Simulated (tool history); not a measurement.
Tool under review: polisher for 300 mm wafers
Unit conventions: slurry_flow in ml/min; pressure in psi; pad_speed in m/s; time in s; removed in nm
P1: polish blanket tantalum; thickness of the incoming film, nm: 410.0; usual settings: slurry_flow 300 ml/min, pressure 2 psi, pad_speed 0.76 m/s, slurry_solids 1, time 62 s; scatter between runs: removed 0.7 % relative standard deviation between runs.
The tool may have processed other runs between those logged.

run,hour,slurry_flow,pressure,pad_speed,slurry_solids,time,wafers polished on this pad,hours since the slurry nozzle was cleaned,hours since the head pressure was calibrated,hours since the slurry blender was calibrated,removed
1,7,300,2,0.76,1,62,413,306.5,264.4,131.1,83.596
2,11.9,300,2,0.76,1,62,473,311.4,269.3,136,83.855
3,19.2,300,2,0.4,1,83,561,318.7,276.6,143.3,59.293
4,27.5,300,2,0.76,1,62,662,327,284.9,151.6,84.57
5,35.5,300,2,0.76,0.6,62,759,335,292.9,159.6,69.932
6,42.1,300,2,0.54,1,62,839,341.6,299.5,166.2,59.976
7,50.2,300,2,0.76,1,62,937,349.7,307.6,174.3,84.637
8,57.2,300,3.1,0.76,1,62,1022,356.7,314.6,181.3,130.44
9,67.3,460,2,0.76,1,62,1145,366.8,324.7,191.4,88.495
10,76.1,300,2,0.76,1,62,1252,375.6,333.5,200.2,84.501
11,83.4,300,2,0.76,1,62,1340,382.9,340.8,207.5,83.467
12,89.6,300,2,0.76,1,42,1416,389.1,347,213.7,56.773
13,99.6,180,2,0.76,1,62,1537,399.1,357,223.7,79.571
14,106,300,2,0.76,1,62,1615,405.5,363.4,230.1,83.749
15,113.9,300,2,0.76,1,97,1711,413.4,371.3,238,131.58
16,119.2,300,2,1.18,1,62,1775,418.7,376.6,243.3,130.28
17,128.7,300,1.1,0.76,1,62,1890,428.2,386.1,252.8,46.449
18,136.2,300,2,0.76,1.4,62,1981,435.7,393.6,260.3,91.533
19,146.3,300,2,0.76,1,62,2104,445.8,403.7,270.4,83.618
20,153,300,2,0.76,1,62,2185,452.5,410.4,277.1,81.808
21,162.6,300,2,0.76,1,62,2302,462.1,420,286.7,79.553
22,169.3,300,2,0.76,1,62,2383,468.8,426.7,293.4,79.496
23,179.4,300,2,0.76,1,62,2506,478.9,436.8,303.5,77.622
24,185.5,300,2,0.76,1,62,2580,485,442.9,309.6,77.935
25,193.2,300,2,0.76,1,62,2673,492.7,450.6,317.3,78.19
# hour 194.9: slurry nozzle cleaned
# hour 200.5: head pressure recalibrated
26,203.9,300,2,0.76,1,62,2803,9.1,3.4,328,77.864
27,210,300,2,0.76,1,62,2877,15.2,9.5,334.1,76.821
28,215,300,2,0.76,1,62,2938,20.2,14.5,339.1,77.639
29,222.5,300,2,0.76,1,62,3029,27.7,22,346.6,76.665
30,231.3,300,2,0.76,1,62,3136,36.5,30.8,355.4,76.831

What P1 gives has crept away from where it was. These 2 causes fit the log equally well, each at the size given:
A: abrasive missing from the slurry, % = 24
B: removal rate lost through wear of the pad, % = 8.28
The onset of the drift is placed at about hour 146.3.
Excluded causes, each with its reason:
slurry flow missing at the pad, %: serviced at hour 194.9, after the drift had started, without restoring the earlier output
head's pressure below its setpoint, %: serviced at hour 200.5, after the drift had started, without restoring the earlier output

The list below offers 4 check runs, each averaging the results of 3 wafers, and shows each result as a question mark. For which of them would the listed causes give clearly different results?
check 1,240.1,300,1.3,0.76,1,95,,,,,?
check 2,240.1,300,1.2,0.76,1,62,,,,,?
check 3,240.1,450,2,1.06,1,62,,,,,?
check 4,240.1,300,2,0.92,0.6,62,,,,,?

If the cause were each of the candidates in turn, the checks would give the following:
check,result,if A,if B
check 1,removed,76.786,76.783
check 2,removed,46.258,46.256
check 3,removed,110.81,110.8
check 4,removed,75.884,78.392
Per-check spread between the two closest causes, in the result where they differ most: check 1 0 %; check 2 0 %; check 3 0 %; check 4 3.25 %
Only in check 4 would the causes give clearly different results; in the remaining checks their results would be nearly the same.

The results of check 4 are: removed 75.876 nm. Based on these, which of the listed causes is it?

It is A: abrasive missing from the slurry, %.
